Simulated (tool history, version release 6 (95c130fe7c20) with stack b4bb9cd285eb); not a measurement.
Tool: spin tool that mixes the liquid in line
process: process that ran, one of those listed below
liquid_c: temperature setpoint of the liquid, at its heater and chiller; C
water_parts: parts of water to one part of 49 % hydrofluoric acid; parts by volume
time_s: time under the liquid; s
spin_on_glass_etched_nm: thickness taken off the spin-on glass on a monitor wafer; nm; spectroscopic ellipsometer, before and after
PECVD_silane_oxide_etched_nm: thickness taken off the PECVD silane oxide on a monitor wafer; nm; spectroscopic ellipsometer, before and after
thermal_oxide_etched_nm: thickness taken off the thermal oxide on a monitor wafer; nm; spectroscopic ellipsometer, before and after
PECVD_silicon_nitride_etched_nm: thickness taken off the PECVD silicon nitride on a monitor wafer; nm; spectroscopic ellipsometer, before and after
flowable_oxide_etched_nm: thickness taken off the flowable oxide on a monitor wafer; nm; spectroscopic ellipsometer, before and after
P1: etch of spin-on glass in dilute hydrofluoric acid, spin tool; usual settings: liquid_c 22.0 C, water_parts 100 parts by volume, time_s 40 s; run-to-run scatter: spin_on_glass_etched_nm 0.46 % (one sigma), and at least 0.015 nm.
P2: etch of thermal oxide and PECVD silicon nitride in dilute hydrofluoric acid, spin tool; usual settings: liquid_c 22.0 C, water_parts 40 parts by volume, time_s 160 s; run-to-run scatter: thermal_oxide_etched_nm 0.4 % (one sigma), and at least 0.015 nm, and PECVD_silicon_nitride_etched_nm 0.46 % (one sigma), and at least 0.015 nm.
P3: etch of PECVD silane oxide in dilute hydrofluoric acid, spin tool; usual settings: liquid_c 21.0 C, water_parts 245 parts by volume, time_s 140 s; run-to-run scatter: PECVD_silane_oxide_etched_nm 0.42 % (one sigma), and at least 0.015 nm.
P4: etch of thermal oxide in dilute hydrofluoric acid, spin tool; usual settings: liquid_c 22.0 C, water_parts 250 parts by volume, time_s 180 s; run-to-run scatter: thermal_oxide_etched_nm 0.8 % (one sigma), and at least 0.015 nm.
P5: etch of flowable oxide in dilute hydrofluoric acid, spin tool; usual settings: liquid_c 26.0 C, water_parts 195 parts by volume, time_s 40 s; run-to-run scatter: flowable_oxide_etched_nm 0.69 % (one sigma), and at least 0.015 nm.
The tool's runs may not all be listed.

run	day	process	liquid_c	water_parts	time_s	spin_on_glass_etched_nm	PECVD_silane_oxide_etched_nm	thermal_oxide_etched_nm	PECVD_silicon_nitride_etched_nm	flowable_oxide_etched_nm
1	0.558	P1	22.0	100	40	22.0210				
2	1.267	P1	22.0	100	40	22.1050				
3	1.900	P1	22.0	145	70	25.2390				
4	2.629	P1	22.0	145	40	14.5150				
5	2.967	P3	21.0	70	140		77.988			
6	3.512	P2	22.0	40	160			18.7070	15.9200	
7	4.196	P4	22.0	250	180			2.6040		
8	4.821	P2	26.0	40	160			22.0800	20.6580	
9	5.142	P5	26.0	35	40					27.9900
10	5.708	P2	22.0	65	160			11.1920	9.8061	
11	6.333	P4	22.0	70	180			11.3670		
12	6.804	P3	21.0	245	250		32.844			
13	7.396	P4	22.0	250	180			2.6217		
14	7.971	P5	17.5	195	40					3.0178
15	8.379	P1	22.0	100	40	22.0820				
16	8.829	P1	22.0	100	80	43.9980				
17	9.333	P5	26.0	195	40					4.1065
18	9.750	P1	28.5	100	40	28.5290				
19	10.346	P1	22.0	100	40	22.0320				
20	10.983	P3	21.0	245	140		18.611			
21	11.562	P2	22.0	40	285			33.1620	28.3880	
22	12.000	P1	22.0	100	40	22.1350				
23	12.625	P1	22.0	100	40	21.9700				
24	12.954	P1	22.0	100	15	8.3047				
25	13.567	P1	22.0	100	40	22.2970				
26	14.062	P4	22.0	250	345			4.9677		
27	14.771	P5	26.0	195	80					8.1676
28	15.379	P4	18.0	250	180			2.2084		
29	16.100	P2	22.0	40	160			18.6620	15.7410	
30	16.608	P1	22.0	55	40	42.4950				
31	16.929	P3	28.0	245	140		23.963			
32	17.346	P1	17.0	100	40	17.8770				
33	17.775	P1	22.0	100	40	22.0330				
34	18.300	P1	22.0	100	40	21.3270				
35	18.725	P1	22.0	100	40	21.1270				
36	19.433	P1	22.0	100	40	20.7120				
37	19.962	P1	22.0	100	40	20.4950				
38	20.588	P1	22.0	100	40	20.4080				
39	21.246	P1	22.0	100	40	20.1540				
40	21.883	P1	22.0	100	40	20.1830				
41	22.575	P1	22.0	100	40	19.9150				
42	23.275	P1	22.0	100	40	20.0920				
43	23.975	P1	22.0	100	40	20.0910				

What P1 gives has crept away from where it was. These 2 causes fit the log equally well, each at the size given:
A: hydrofluoric acid flow below the setpoint (%) = 8.19
B: liquid colder than its thermometer reads (K) = 2.35
The creep began at about day 17.775.

4 check runs are offered, one wafer each, their results left as question marks. Which one tells the causes apart?
check 1	24.675	P3	24.0	80	140		?			
check 2	24.675	P4	22.0	160	340			?		
check 3	24.675	P5	18.0	70	40					?
check 4	24.675	P2	22.0	40	260			?	?	

What each check would give under each cause:
check	result	if A	if B
check 1	PECVD_silane_oxide_etched_nm	69.435	69.367
check 2	thermal_oxide_etched_nm	7.6532	7.7185
check 3	flowable_oxide_etched_nm	8.8239	8.7469
check 4	thermal_oxide_etched_nm	27.7830	27.5110
check 4	PECVD_silicon_nitride_etched_nm	23.6130	21.8000
How far apart the two closest causes lie, in the result that separates them most: check 1 0.1 %; check 2 0.85 %; check 3 0.88 %; check 4 7.99 %
Only check 4 tells the causes apart: in the others they would give nearly the same result.

Then check 4 was run and gave: thermal_oxide_etched_nm 27.6620 nm; PECVD_silicon_nitride_etched_nm 21.7790 nm. Which cause is it?

It is B: liquid colder than its thermometer reads (K).

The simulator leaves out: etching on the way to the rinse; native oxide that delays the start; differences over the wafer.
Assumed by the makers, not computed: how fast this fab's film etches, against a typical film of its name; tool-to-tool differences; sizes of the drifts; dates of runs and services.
